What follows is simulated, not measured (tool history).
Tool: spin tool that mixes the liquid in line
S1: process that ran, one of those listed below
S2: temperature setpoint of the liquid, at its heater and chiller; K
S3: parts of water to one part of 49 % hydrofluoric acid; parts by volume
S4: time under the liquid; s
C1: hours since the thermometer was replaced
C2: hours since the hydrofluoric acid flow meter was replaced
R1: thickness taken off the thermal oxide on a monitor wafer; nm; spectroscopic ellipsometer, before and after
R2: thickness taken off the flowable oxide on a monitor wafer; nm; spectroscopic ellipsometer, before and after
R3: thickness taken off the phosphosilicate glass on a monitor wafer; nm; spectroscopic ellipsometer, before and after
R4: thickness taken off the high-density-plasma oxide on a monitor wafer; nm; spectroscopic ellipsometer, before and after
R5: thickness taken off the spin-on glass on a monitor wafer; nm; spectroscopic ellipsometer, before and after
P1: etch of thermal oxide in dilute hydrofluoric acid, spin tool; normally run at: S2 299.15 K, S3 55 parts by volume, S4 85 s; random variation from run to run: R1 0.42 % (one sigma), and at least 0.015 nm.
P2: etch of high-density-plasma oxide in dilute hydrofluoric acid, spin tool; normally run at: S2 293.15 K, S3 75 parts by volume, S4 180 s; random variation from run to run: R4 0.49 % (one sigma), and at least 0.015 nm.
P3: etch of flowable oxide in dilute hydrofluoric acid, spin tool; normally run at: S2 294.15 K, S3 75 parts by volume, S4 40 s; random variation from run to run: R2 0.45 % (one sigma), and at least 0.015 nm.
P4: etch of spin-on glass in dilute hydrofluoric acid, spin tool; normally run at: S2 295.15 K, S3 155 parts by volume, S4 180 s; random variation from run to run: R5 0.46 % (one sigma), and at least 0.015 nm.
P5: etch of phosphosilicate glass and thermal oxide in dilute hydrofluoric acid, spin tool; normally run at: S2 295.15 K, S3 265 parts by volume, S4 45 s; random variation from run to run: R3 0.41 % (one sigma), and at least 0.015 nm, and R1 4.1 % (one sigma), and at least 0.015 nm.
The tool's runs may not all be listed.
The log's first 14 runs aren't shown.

run,hour,S1,S2,S3,S4,C1,C2,R1,R2,R3,R4,R5
15,220.7,P4,295.15,230,180,2074.0,1449.2,,,,,17.0270
16,233.0,P1,299.15,55,85,2086.3,1461.5,7.98070,,,,
17,245.2,P1,299.15,90,145,2098.5,1473.7,7.94060,,,,
18,259.5,P2,290.15,75,180,2112.8,1488.0,,,,11.3580,
19,274.8,P4,295.15,155,55,2128.1,1503.3,,,,,8.3656
20,291.0,P3,294.15,20,40,2144.3,1519.5,,89.569,,,
21,305.2,P4,290.15,155,180,2158.5,1533.7,,,,,22.4740
22,317.9,P5,295.15,265,45,2171.2,1546.4,0.59850,,13.309,,
23,329.9,P5,295.15,265,75,2183.2,1558.4,0.96352,,22.107,,
24,344.3,P5,303.15,265,45,2197.6,1572.8,0.78771,,17.699,,
25,357.1,P1,303.15,95,85,2210.4,1585.6,5.08840,,,,
26,369.1,P5,295.15,160,45,2222.4,1597.6,1.07240,,24.717,,
27,387.4,P1,303.65,55,85,2240.7,1615.9,9.54060,,,,
28,405.1,P4,295.15,155,180,2258.4,1633.6,,,,,27.5580
29,421.9,P3,290.15,75,40,2275.2,1650.4,,18.988,,,
30,430.3,P1,299.15,55,85,2283.6,1658.8,7.97580,,,,
31,441.1,P3,294.15,75,40,2294.4,1669.6,,22.411,,,

Run 32 comes next. What will it give?
32,459.3,P1,299.15,20,85,2312.6,1687.8,?,,,,

Run 32 gave R1 23.12300 nm.
